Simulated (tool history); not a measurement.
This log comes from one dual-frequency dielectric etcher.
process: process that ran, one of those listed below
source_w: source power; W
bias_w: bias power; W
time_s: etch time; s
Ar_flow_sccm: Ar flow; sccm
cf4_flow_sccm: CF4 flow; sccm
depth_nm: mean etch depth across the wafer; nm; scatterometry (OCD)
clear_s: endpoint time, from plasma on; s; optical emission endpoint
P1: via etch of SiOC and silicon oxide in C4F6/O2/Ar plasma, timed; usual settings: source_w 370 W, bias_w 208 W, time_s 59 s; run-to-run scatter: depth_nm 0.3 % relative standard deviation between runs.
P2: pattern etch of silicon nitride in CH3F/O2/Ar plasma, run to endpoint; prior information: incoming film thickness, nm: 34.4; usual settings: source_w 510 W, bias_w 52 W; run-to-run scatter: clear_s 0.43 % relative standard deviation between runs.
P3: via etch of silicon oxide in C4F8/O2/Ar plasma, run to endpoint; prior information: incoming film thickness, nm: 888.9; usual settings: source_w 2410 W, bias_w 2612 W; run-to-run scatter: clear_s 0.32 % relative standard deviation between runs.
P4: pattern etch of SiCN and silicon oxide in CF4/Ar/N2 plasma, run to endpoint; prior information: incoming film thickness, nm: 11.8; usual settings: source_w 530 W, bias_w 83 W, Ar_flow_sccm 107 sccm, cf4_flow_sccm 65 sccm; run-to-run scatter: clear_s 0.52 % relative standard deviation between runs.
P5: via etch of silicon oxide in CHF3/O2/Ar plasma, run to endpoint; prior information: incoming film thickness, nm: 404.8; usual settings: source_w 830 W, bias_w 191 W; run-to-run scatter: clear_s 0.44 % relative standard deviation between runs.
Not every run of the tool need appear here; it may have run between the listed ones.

run 1 day=0.588 | process=P1 source_w=370 bias_w=208 time_s=59 | depth_nm=68.058
run 2 day=1.183 | process=P4 source_w=710 bias_w=83 Ar_flow_sccm=107 cf4_flow_sccm=65 | clear_s=9.0089
run 3 day=1.529 | process=P1 source_w=370 bias_w=208 time_s=59 | depth_nm=68.246
run 4 day=1.912 | process=P1 source_w=370 bias_w=208 time_s=59 | depth_nm=68.426
run 5 day=2.25 | process=P2 source_w=630 bias_w=52 | clear_s=47.228
run 6 day=2.812 | process=P1 source_w=480 bias_w=208 time_s=59 | depth_nm=74.924
run 7 day=3.208 | process=P2 source_w=510 bias_w=70 | clear_s=46.924
run 8 day=3.8 | process=P1 source_w=370 bias_w=208 time_s=73.5 | depth_nm=85.108
run 9 day=4.142 | process=P3 source_w=2410 bias_w=2612 | clear_s=150.61
run 10 day=4.438 | process=P1 source_w=370 bias_w=208 time_s=59 | depth_nm=67.83
run 11 day=4.729 | process=P1 source_w=220 bias_w=208 time_s=59 | depth_nm=55.691
run 12 day=5 | process=P3 source_w=3290 bias_w=2612 | clear_s=133.54
run 13 day=5.467 | process=P1 source_w=470 bias_w=171 time_s=59 | depth_nm=69.687
run 14 day=5.875 | process=P3 source_w=2410 bias_w=2612 | clear_s=151.15
run 15 day=6.446 | process=P1 source_w=370 bias_w=208 time_s=45.5 | depth_nm=52.684
run 16 day=7 | process=P2 source_w=510 bias_w=52 | clear_s=51.991
run 17 day=7.621 | process=P5 source_w=1020 bias_w=191 | clear_s=161.11
run 18 day=8.05 | process=P4 source_w=530 bias_w=83 Ar_flow_sccm=73 cf4_flow_sccm=65 | clear_s=11.082
run 19 day=8.571 | process=P4 source_w=530 bias_w=83 Ar_flow_sccm=107 cf4_flow_sccm=65 | clear_s=11.517
-- day=8.775 bias power generator calibrated
run 20 day=8.988 | process=P5 source_w=830 bias_w=115 | clear_s=202.93
run 21 day=9.55 | process=P1 source_w=370 bias_w=150 time_s=59 | depth_nm=61.343
run 22 day=9.85 | process=P4 source_w=530 bias_w=83 Ar_flow_sccm=107 cf4_flow_sccm=49 | clear_s=12.055
run 23 day=10.175 | process=P5 source_w=830 bias_w=191 | clear_s=174.74
run 24 day=10.458 | process=P1 source_w=440 bias_w=146 time_s=59 | depth_nm=64.998
run 25 day=10.883 | process=P1 source_w=250 bias_w=208 time_s=86 | depth_nm=85.164
run 26 day=11.367 | process=P2 source_w=510 bias_w=52 | clear_s=51.268
run 27 day=11.692 | process=P3 source_w=2410 bias_w=3687 | clear_s=135.56
run 28 day=12.033 | process=P1 source_w=370 bias_w=285 time_s=59 | depth_nm=76.025
run 29 day=12.562 | process=P4 source_w=530 bias_w=64 Ar_flow_sccm=107 cf4_flow_sccm=65 | clear_s=12.762
run 30 day=12.992 | process=P1 source_w=370 bias_w=208 time_s=59 | depth_nm=68.336
run 31 day=13.462 | process=P1 source_w=370 bias_w=208 time_s=59 | depth_nm=67.346
run 32 day=13.992 | process=P1 source_w=370 bias_w=208 time_s=59 | depth_nm=66.978
run 33 day=14.283 | process=P1 source_w=370 bias_w=208 time_s=59 | depth_nm=67.209
run 34 day=14.783 | process=P1 source_w=370 bias_w=208 time_s=59 | depth_nm=67.06
-- day=15.175 wet clean of the chamber
run 35 day=15.25 | process=P1 source_w=370 bias_w=208 time_s=59 | depth_nm=66.835
run 36 day=15.638 | process=P1 source_w=370 bias_w=208 time_s=59 | depth_nm=67.184
run 37 day=16.158 | process=P1 source_w=370 bias_w=208 time_s=59 | depth_nm=66.928

P1 no longer gives what it gave before; its output has crept away from where it was. The following 2 causes, each at its listed size, fit the log equally well:
A: bias power that arrives under what is set, % = 4.82
B: source power that arrives under what is set, % = 4.18
The process output started creeping at around day 12.992.
Other possible causes, and why each is ruled out:
chamber walls in a state that lowers the etch rate, %: work on it at day 15.175, done after the drift set in, did not restore what the process gave before

The list below offers 4 check runs, each averaging the results of 5 wafers, and shows each result as a question mark. For which of them would the listed causes give clearly different results?
run check 1 day=16.679 | process=P3 source_w=2810 bias_w=3251 | clear_s=?
run check 2 day=16.679 | process=P2 source_w=510 bias_w=67 | clear_s=?
run check 3 day=16.679 | process=P5 source_w=1000 bias_w=116 | clear_s=?
run check 4 day=16.679 | process=P4 source_w=530 bias_w=83 Ar_flow_sccm=87 cf4_flow_sccm=53 | clear_s=?

Expected result of each check under each candidate cause:
check=check_1 result=clear_s if_A=134.89 if_B=135.1
check=check_2 result=clear_s if_A=48.139 if_B=48.145
check=check_3 result=clear_s if_A=191.47 if_B=191.99
check=check_4 result=clear_s if_A=11.817 if_B=12.059
Smallest distance between any two causes, each pair judged by its most separating result, in per cent: check 1 0.15 %; check 2 0.01 %; check 3 0.27 %; check 4 2.02 %
Check 4 is the one run that separates the causes; every other check would come out nearly the same whichever cause is at work.

The results of check 4 are: clear_s 12.087 s. Based on these, which of the listed causes is it?

Of the candidate causes, it is B: source power that arrives under what is set, %.

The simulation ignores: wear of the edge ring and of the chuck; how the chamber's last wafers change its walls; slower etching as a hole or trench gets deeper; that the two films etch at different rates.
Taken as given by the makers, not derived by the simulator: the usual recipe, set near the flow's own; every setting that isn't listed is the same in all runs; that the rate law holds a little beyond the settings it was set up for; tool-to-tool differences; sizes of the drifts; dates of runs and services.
